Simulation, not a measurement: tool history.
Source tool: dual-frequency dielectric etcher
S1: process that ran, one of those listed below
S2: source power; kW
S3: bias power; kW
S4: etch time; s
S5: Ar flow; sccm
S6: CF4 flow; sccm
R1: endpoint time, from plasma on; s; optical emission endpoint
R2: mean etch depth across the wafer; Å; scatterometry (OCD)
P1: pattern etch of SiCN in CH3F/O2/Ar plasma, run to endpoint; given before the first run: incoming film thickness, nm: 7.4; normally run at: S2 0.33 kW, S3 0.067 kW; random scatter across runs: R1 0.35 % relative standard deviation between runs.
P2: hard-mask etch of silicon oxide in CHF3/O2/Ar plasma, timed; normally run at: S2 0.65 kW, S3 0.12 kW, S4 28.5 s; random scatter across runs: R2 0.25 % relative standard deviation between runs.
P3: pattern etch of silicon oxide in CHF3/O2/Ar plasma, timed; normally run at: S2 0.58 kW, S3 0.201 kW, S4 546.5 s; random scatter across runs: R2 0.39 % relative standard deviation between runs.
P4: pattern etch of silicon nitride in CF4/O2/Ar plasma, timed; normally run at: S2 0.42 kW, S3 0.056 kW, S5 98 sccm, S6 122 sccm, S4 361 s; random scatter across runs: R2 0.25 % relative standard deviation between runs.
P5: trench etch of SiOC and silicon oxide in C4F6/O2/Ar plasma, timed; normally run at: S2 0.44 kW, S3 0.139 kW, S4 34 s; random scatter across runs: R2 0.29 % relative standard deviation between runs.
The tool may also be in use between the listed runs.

| run | hour | S1 | S2 | S3 | S4 | S5 | S6 | R1 | R2 |
|---|---|---|---|---|---|---|---|---|---|
| 1 | 7.1 | P1 | 0.33 | 0.067 |  |  |  | 20.918 |  |
| 2 | 15.7 | P5 | 0.6 | 0.139 | 34 |  |  |  | 753.36 |
| 3 | 24.5 | P1 | 0.33 | 0.067 |  |  |  | 20.904 |  |
| 4 | 33.6 | P3 | 0.81 | 0.201 | 546.5 |  |  |  | 12577 |
| 5 | 41.9 | P4 | 0.42 | 0.038 | 361 | 98 | 122 |  | 5255.5 |
| 6 | 49.1 | P1 | 0.45 | 0.067 |  |  |  | 18.627 |  |
| 7 | 53.8 | P3 | 0.58 | 0.253 | 546.5 |  |  |  | 12090 |
| 8 | 59.1 | P1 | 0.33 | 0.091 |  |  |  | 18.777 |  |
| 9 | 64.2 | P4 | 0.42 | 0.056 | 361 | 98 | 146 |  | 6146.7 |
| 10 | 72.3 | P2 | 0.65 | 0.12 | 28.5 |  |  |  | 529.73 |
| 11 | 77.3 | P1 | 0.26 | 0.051 |  |  |  | 25.255 |  |
| 12 | 86.6 | P5 | 0.44 | 0.196 | 34 |  |  |  | 737.64 |
| 13 | 92.9 | P3 | 0.58 | 0.201 | 802.5 |  |  |  | 16359 |
|  | 94.9 | source power generator calibrated |
| 14 | 101.1 | P1 | 0.33 | 0.067 |  |  |  | 20.895 |  |
| 15 | 106.3 | P5 | 0.44 | 0.139 | 34 |  |  |  | 666.46 |
| 16 | 111.9 | P5 | 0.44 | 0.139 | 34 |  |  |  | 664.55 |
| 17 | 119.8 | P3 | 0.58 | 0.201 | 546.5 |  |  |  | 11120 |
| 18 | 124.7 | P4 | 0.42 | 0.056 | 361 | 98 | 122 |  | 6027.8 |
| 19 | 129.3 | P2 | 0.91 | 0.12 | 28.5 |  |  |  | 604.62 |
| 20 | 135 | P4 | 0.52 | 0.056 | 361 | 98 | 122 |  | 7275.4 |
| 21 | 143.8 | P2 | 0.65 | 0.12 | 19 |  |  |  | 353.21 |
| 22 | 147.7 | P1 | 0.33 | 0.052 |  |  |  | 22.834 |  |
| 23 | 156.3 | P1 | 0.33 | 0.067 |  |  |  | 20.979 |  |
| 24 | 160.9 | P5 | 0.44 | 0.139 | 20 |  |  |  | 392.37 |
| 25 | 166.3 | P1 | 0.25 | 0.067 |  |  |  | 23.312 |  |
| 26 | 171.5 | P4 | 0.42 | 0.056 | 361 | 120 | 122 |  | 5897.5 |
| 27 | 178 | P4 | 0.42 | 0.056 | 506.5 | 98 | 122 |  | 8420.9 |
| 28 | 183.5 | P2 | 0.65 | 0.169 | 28.5 |  |  |  | 590.19 |
| 29 | 189.6 | P1 | 0.33 | 0.067 |  |  |  | 20.969 |  |
| 30 | 194.3 | P1 | 0.33 | 0.067 |  |  |  | 21.118 |  |
| 31 | 199.9 | P1 | 0.33 | 0.067 |  |  |  | 21.166 |  |
| 32 | 208.6 | P1 | 0.33 | 0.067 |  |  |  | 21.343 |  |
| 33 | 212.7 | P1 | 0.33 | 0.067 |  |  |  | 21.213 |  |
| 34 | 218 | P1 | 0.33 | 0.067 |  |  |  | 21.309 |  |
|  | 221.9 | wet clean of the chamber |
| 35 | 226.6 | P1 | 0.33 | 0.067 |  |  |  | 21.223 |  |
| 36 | 233.8 | P1 | 0.33 | 0.067 |  |  |  | 21.294 |  |
| 37 | 239.1 | P1 | 0.33 | 0.067 |  |  |  | 21.37 |  |
| 38 | 247.1 | P1 | 0.33 | 0.067 |  |  |  | 21.192 |  |

P1 has crept away from where it was. The log is fitted equally well by each of these 2 causes, at the sizes shown:
A: source power that arrives under what is set, % = 4.57
B: bias power that arrives under what is set, % = 4.88
The drift started at roughly hour 189.6.
Other possible causes, and why each is ruled out:
chamber walls in a state that lowers the etch rate, %: its service at hour 221.9 followed the start of the drift and did not put the process back to its old value

Below are 4 check runs, each on a single wafer, with their results shown as question marks. Which of them would tell the listed causes apart, meaning the causes would give clearly different results under it?
| check 1 | 255.1 | P3 | 0.74 | 0.239 | 546.5 |  |  |  | ? |
| check 2 | 255.1 | P4 | 0.51 | 0.056 | 361 | 98 | 143 |  | ? |
| check 3 | 255.1 | P2 | 0.65 | 0.167 | 28.5 |  |  |  | ? |
| check 4 | 255.1 | P5 | 0.44 | 0.192 | 24 |  |  |  | ? |

Expected result of each check under each candidate cause:
| check | result | if A | if B |
|---|---|---|---|
| check 1 | R2 | 12710 | 12713 |
| check 2 | R2 | 6965.5 | 7125 |
| check 3 | R2 | 578.71 | 579.65 |
| check 4 | R2 | 508.52 | 509.7 |
Per check, the gap between the least separated pair of causes, taken in the result that splits them most: check 1 0.02 %; check 2 2.26 %; check 3 0.16 %; check 4 0.23 %
Check 2 is the one run that separates the causes; every other check would come out nearly the same whichever cause is at work.

Here is what check 2 returned: R2 7133.2 Å. Which cause is it?

The correct cause is B, namely: bias power that arrives under what is set, %.
